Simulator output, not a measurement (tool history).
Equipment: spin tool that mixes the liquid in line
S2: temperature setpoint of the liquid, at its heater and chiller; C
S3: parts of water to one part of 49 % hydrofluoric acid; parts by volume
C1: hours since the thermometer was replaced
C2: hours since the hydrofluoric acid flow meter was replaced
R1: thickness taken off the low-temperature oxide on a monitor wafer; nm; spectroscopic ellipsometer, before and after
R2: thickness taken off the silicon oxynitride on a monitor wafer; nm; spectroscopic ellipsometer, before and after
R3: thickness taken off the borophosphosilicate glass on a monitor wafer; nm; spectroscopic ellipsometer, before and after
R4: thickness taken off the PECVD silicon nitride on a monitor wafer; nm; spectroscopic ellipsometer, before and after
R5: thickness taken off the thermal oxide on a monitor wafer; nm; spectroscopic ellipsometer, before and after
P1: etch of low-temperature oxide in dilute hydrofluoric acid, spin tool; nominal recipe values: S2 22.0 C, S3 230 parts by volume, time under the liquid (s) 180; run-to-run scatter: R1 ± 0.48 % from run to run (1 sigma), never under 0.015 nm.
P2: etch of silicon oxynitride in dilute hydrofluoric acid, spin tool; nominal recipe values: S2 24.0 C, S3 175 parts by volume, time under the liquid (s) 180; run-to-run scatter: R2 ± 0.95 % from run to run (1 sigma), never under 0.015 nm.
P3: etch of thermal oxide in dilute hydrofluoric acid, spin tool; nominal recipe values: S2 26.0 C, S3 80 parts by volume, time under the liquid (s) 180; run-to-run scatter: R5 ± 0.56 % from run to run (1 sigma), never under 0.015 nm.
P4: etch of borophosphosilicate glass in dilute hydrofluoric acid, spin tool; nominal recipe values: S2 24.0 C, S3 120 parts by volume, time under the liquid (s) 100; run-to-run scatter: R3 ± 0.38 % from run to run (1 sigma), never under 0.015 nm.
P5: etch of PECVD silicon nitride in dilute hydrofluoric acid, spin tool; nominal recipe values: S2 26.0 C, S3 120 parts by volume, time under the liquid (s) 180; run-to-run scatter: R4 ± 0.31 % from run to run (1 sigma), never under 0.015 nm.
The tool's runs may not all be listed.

run 1 hour=3.6 | process_that_ran=P1 S2=22.0 S3=230 time_under_the_liquid_(s)=180 | C1=969.4 C2=101.9 | R1=6.7141
run 2 hour=8.5 | process_that_ran=P2 S2=24.0 S3=175 time_under_the_liquid_(s)=180 | C1=974.3 C2=106.8 | R2=2.7004
run 3 hour=12.8 | process_that_ran=P2 S2=18.5 S3=175 time_under_the_liquid_(s)=180 | C1=978.6 C2=111.1 | R2=2.0812
run 4 hour=16.2 | process_that_ran=P4 S2=29.5 S3=120 time_under_the_liquid_(s)=100 | C1=982.0 C2=114.5 | R3=73.3640
run 5 hour=21.6 | process_that_ran=P1 S2=27.0 S3=230 time_under_the_liquid_(s)=180 | C1=987.4 C2=119.9 | R1=8.0123
run 6 hour=26.4 | process_that_ran=P4 S2=24.0 S3=120 time_under_the_liquid_(s)=15 | C1=992.2 C2=124.7 | R3=8.9327
-- hour=27.1 hydrofluoric acid flow meter replaced
run 7 hour=31.3 | process_that_ran=P1 S2=22.0 S3=230 time_under_the_liquid_(s)=60 | C1=997.1 C2=4.3 | R1=2.2268
run 8 hour=36.1 | process_that_ran=P1 S2=22.0 S3=75 time_under_the_liquid_(s)=30 | C1=1001.9 C2=9.1 | R1=4.0769
run 9 hour=39.1 | process_that_ran=P5 S2=26.0 S3=120 time_under_the_liquid_(s)=180 | C1=1004.9 C2=12.1 | R4=7.0601
run 10 hour=44.1 | process_that_ran=P4 S2=24.0 S3=120 time_under_the_liquid_(s)=100 | C1=1009.9 C2=17.1 | R3=59.5750
run 11 hour=48.1 | process_that_ran=P1 S2=22.0 S3=230 time_under_the_liquid_(s)=315 | C1=1013.9 C2=21.1 | R1=11.6860
run 12 hour=53.4 | process_that_ran=P1 S2=22.0 S3=145 time_under_the_liquid_(s)=180 | C1=1019.2 C2=26.4 | R1=11.6140
run 13 hour=58.4 | process_that_ran=P1 S2=22.0 S3=365 time_under_the_liquid_(s)=180 | C1=1024.2 C2=31.4 | R1=3.7323
run 14 hour=60.8 | process_that_ran=P1 S2=26.0 S3=230 time_under_the_liquid_(s)=35 | C1=1026.6 C2=33.8 | R1=1.5019
run 15 hour=63.2 | process_that_ran=P4 S2=24.0 S3=65 time_under_the_liquid_(s)=100 | C1=1029.0 C2=36.2 | R3=117.6300
run 16 hour=65.9 | process_that_ran=P3 S2=33.5 S3=80 time_under_the_liquid_(s)=180 | C1=1031.7 C2=38.9 | R5=15.8320
run 17 hour=70.6 | process_that_ran=P2 S2=24.0 S3=175 time_under_the_liquid_(s)=300 | C1=1036.4 C2=43.6 | R2=4.4978
run 18 hour=75.7 | process_that_ran=P1 S2=17.0 S3=230 time_under_the_liquid_(s)=180 | C1=1041.5 C2=48.7 | R1=5.5334
run 19 hour=78.7 | process_that_ran=P5 S2=26.0 S3=50 time_under_the_liquid_(s)=180 | C1=1044.5 C2=51.7 | R4=16.7920
run 20 hour=82.7 | process_that_ran=P3 S2=26.0 S3=80 time_under_the_liquid_(s)=95 | C1=1048.5 C2=55.7 | R5=6.2570
run 21 hour=85.8 | process_that_ran=P2 S2=24.0 S3=315 time_under_the_liquid_(s)=180 | C1=1051.6 C2=58.8 | R2=1.3520
run 22 hour=90.3 | process_that_ran=P1 S2=22.0 S3=230 time_under_the_liquid_(s)=180 | C1=1056.1 C2=63.3 | R1=6.7064
run 23 hour=92.9 | process_that_ran=P3 S2=26.0 S3=125 time_under_the_liquid_(s)=180 | C1=1058.7 C2=65.9 | R5=7.2492
run 24 hour=95.5 | process_that_ran=P3 S2=26.0 S3=80 time_under_the_liquid_(s)=180 | C1=1061.3 C2=68.5 | R5=11.8730
run 25 hour=98.2 | process_that_ran=P5 S2=19.0 S3=120 time_under_the_liquid_(s)=180 | C1=1064.0 C2=71.2 | R4=4.4161
run 26 hour=102.3 | process_that_ran=P1 S2=22.0 S3=230 time_under_the_liquid_(s)=180 | C1=1068.1 C2=75.3 | R1=6.6778
run 27 hour=105.6 | process_that_ran=P1 S2=22.0 S3=230 time_under_the_liquid_(s)=180 | C1=1071.4 C2=78.6 | R1=6.6295
run 28 hour=108.2 | process_that_ran=P2 S2=24.0 S3=175 time_under_the_liquid_(s)=180 | C1=1074.0 C2=81.2 | R2=2.6543
run 29 hour=110.7 | process_that_ran=P5 S2=26.0 S3=120 time_under_the_liquid_(s)=80 | C1=1076.5 C2=83.7 | R4=3.1484
run 30 hour=115.1 | process_that_ran=P1 S2=22.0 S3=230 time_under_the_liquid_(s)=180 | C1=1080.9 C2=88.1 | R1=6.6767
run 31 hour=118.6 | process_that_ran=P1 S2=22.0 S3=230 time_under_the_liquid_(s)=180 | C1=1084.4 C2=91.6 | R1=6.6748
run 32 hour=123.1 | process_that_ran=P1 S2=22.0 S3=230 time_under_the_liquid_(s)=180 | C1=1088.9 C2=96.1 | R1=6.7017
run 33 hour=126.8 | process_that_ran=P1 S2=22.0 S3=230 time_under_the_liquid_(s)=180 | C1=1092.6 C2=99.8 | R1=6.9883
run 34 hour=131.0 | process_that_ran=P1 S2=22.0 S3=230 time_under_the_liquid_(s)=180 | C1=1096.8 C2=104.0 | R1=7.1431
run 35 hour=134.6 | process_that_ran=P1 S2=22.0 S3=230 time_under_the_liquid_(s)=180 | C1=1100.4 C2=107.6 | R1=7.2199
run 36 hour=138.9 | process_that_ran=P1 S2=22.0 S3=230 time_under_the_liquid_(s)=180 | C1=1104.7 C2=111.9 | R1=7.2104
run 37 hour=141.3 | process_that_ran=P1 S2=22.0 S3=230 time_under_the_liquid_(s)=180 | C1=1107.1 C2=114.3 | R1=7.2734
run 38 hour=145.8 | process_that_ran=P1 S2=22.0 S3=230 time_under_the_liquid_(s)=180 | C1=1111.6 C2=118.8 | R1=7.3134
run 39 hour=150.6 | process_that_ran=P1 S2=22.0 S3=230 time_under_the_liquid_(s)=180 | C1=1116.4 C2=123.6 | R1=7.2776

P1 no longer gives what it gave before; its output has crept away from where it was. The following 2 causes, each at its listed size, fit the log equally well:
A: hydrofluoric acid flow above the setpoint (%) = 7.07
B: liquid hotter than its thermometer reads (K) = 2.29
The drift started at roughly hour 123.1.

The check runs listed below each take one wafer, and their results are still question marks. Under which run would the listed causes lead to clearly different results?
run check 1 hour=155.4 | process_that_ran=P4 S2=27.5 S3=120 time_under_the_liquid_(s)=20 | R3=?
run check 2 hour=155.4 | process_that_ran=P2 S2=19.5 S3=310 time_under_the_liquid_(s)=180 | R2=?
run check 3 hour=155.4 | process_that_ran=P3 S2=33.5 S3=80 time_under_the_liquid_(s)=180 | R5=?
run check 4 hour=155.4 | process_that_ran=P5 S2=20.5 S3=120 time_under_the_liquid_(s)=180 | R4=?

What every check run would give for each of its results, assuming each possible cause in turn:
check=check_1 result=R3 if_A=14.7190 if_B=14.8220
check=check_2 result=R2 if_A=1.2193 if_B=1.2439
check=check_3 result=R5 if_A=17.1620 if_B=17.2860
check=check_4 result=R4 if_A=5.2515 if_B=5.7224
Minimum pairwise separation of causes per check, each pair taken at its best-separating result: check 1 0.69 %; check 2 2 %; check 3 0.72 %; check 4 8.59 %
Only in check 4 would the causes give clearly different results; in the remaining checks their results would be nearly the same.

Check 4 was carried out, with these results: R4 5.7561 nm. Which of the listed causes is responsible?

It was cause B: liquid hotter than its thermometer reads (K).

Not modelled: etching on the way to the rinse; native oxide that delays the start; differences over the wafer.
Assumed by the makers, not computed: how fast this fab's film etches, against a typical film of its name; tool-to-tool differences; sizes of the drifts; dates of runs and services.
